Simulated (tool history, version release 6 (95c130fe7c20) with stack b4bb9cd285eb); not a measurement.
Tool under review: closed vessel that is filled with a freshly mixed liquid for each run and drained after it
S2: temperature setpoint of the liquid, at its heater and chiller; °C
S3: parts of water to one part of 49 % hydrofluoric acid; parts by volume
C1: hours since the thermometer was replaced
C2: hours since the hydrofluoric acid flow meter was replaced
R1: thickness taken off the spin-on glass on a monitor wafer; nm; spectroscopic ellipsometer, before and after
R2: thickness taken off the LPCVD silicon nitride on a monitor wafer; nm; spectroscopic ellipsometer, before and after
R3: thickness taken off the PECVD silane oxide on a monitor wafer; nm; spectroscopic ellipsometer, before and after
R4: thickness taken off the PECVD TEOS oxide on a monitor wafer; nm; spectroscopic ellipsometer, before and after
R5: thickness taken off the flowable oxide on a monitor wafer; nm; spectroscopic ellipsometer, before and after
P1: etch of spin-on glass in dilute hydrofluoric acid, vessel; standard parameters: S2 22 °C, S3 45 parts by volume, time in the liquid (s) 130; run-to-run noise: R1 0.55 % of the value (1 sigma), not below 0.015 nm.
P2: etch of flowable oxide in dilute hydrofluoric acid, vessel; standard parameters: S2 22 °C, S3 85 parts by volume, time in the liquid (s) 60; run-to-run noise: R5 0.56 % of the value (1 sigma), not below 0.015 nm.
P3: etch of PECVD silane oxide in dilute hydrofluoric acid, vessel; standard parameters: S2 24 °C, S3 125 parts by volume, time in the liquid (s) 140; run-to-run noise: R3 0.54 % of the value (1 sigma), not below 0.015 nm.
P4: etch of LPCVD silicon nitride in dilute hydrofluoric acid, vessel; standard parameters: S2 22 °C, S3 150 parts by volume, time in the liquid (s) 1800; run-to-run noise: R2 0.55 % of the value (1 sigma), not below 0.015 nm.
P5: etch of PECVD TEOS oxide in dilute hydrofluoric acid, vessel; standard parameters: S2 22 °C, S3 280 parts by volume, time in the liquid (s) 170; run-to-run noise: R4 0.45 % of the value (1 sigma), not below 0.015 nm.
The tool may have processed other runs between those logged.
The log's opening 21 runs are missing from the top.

{"run": 22, "hour": 227.8, "process that ran": "P4", "S2": 22, "S3": 150, "time in the liquid (s)": 2920, "C1": 109, "C2": 341.7, "R2": 7.876}
{"run": 23, "hour": 234.4, "process that ran": "P2", "S2": 22, "S3": 85, "time in the liquid (s)": 30, "C1": 115.6, "C2": 348.3, "R5": 13.521}
{"run": 24, "hour": 244.6, "process that ran": "P3", "S2": 24, "S3": 125, "time in the liquid (s)": 140, "C1": 125.8, "C2": 358.5, "R3": 53.051}
{"run": 25, "hour": 255.4, "process that ran": "P2", "S2": 27, "S3": 85, "time in the liquid (s)": 60, "C1": 136.6, "C2": 369.3, "R5": 33.339}
{"run": 26, "hour": 264.8, "process that ran": "P3", "S2": 24, "S3": 125, "time in the liquid (s)": 140, "C1": 146, "C2": 378.7, "R3": 53.43}
{"run": 27, "hour": 274.2, "process that ran": "P4", "S2": 17.5, "S3": 150, "time in the liquid (s)": 1800, "C1": 155.4, "C2": 388.1, "R2": 3.6523}
{"run": 28, "hour": 284.0, "process that ran": "P2", "S2": 22, "S3": 30, "time in the liquid (s)": 60, "C1": 165.2, "C2": 397.9, "R5": 80.901}
{"run": 29, "hour": 298.3, "process that ran": "P4", "S2": 22, "S3": 150, "time in the liquid (s)": 1800, "C1": 179.5, "C2": 412.2, "R2": 4.9267}
{"run": 30, "hour": 311.9, "process that ran": "P1", "S2": 22, "S3": 45, "time in the liquid (s)": 70, "C1": 193.1, "C2": 425.8, "R1": 31.795}
{"run": 31, "hour": 323.6, "process that ran": "P1", "S2": 22, "S3": 45, "time in the liquid (s)": 130, "C1": 204.8, "C2": 437.5, "R1": 59.238}
{"run": 32, "hour": 332.9, "process that ran": "P1", "S2": 22, "S3": 45, "time in the liquid (s)": 130, "C1": 214.1, "C2": 446.8, "R1": 57.393}
{"run": 33, "hour": 339.6, "process that ran": "P1", "S2": 22, "S3": 45, "time in the liquid (s)": 130, "C1": 220.8, "C2": 453.5, "R1": 56.653}
{"run": 34, "hour": 351.7, "process that ran": "P1", "S2": 22, "S3": 45, "time in the liquid (s)": 130, "C1": 232.9, "C2": 465.6, "R1": 56.205}
{"run": 35, "hour": 359.7, "process that ran": "P1", "S2": 22, "S3": 45, "time in the liquid (s)": 130, "C1": 240.9, "C2": 473.6, "R1": 55.867}
{"run": 36, "hour": 368.2, "process that ran": "P1", "S2": 22, "S3": 45, "time in the liquid (s)": 130, "C1": 249.4, "C2": 482.1, "R1": 55.143}
{"run": 37, "hour": 381.7, "process that ran": "P1", "S2": 22, "S3": 45, "time in the liquid (s)": 130, "C1": 262.9, "C2": 495.6, "R1": 55.921}
{"run": 38, "hour": 395.3, "process that ran": "P1", "S2": 22, "S3": 45, "time in the liquid (s)": 130, "C1": 276.5, "C2": 509.2, "R1": 55.355}
{"run": 39, "hour": 405.6, "process that ran": "P1", "S2": 22, "S3": 45, "time in the liquid (s)": 130, "C1": 286.8, "C2": 519.5, "R1": 55.111}

Run 40, settings as shown, results not yet in. Your forecast:
{"run": 40, "hour": 419.1, "process that ran": "P1", "S2": 22, "S3": 45, "time in the liquid (s)": 130, "C1": 300.3, "C2": 533, "R1": "?"}

Run 40 came out at R1 54.583 nm.

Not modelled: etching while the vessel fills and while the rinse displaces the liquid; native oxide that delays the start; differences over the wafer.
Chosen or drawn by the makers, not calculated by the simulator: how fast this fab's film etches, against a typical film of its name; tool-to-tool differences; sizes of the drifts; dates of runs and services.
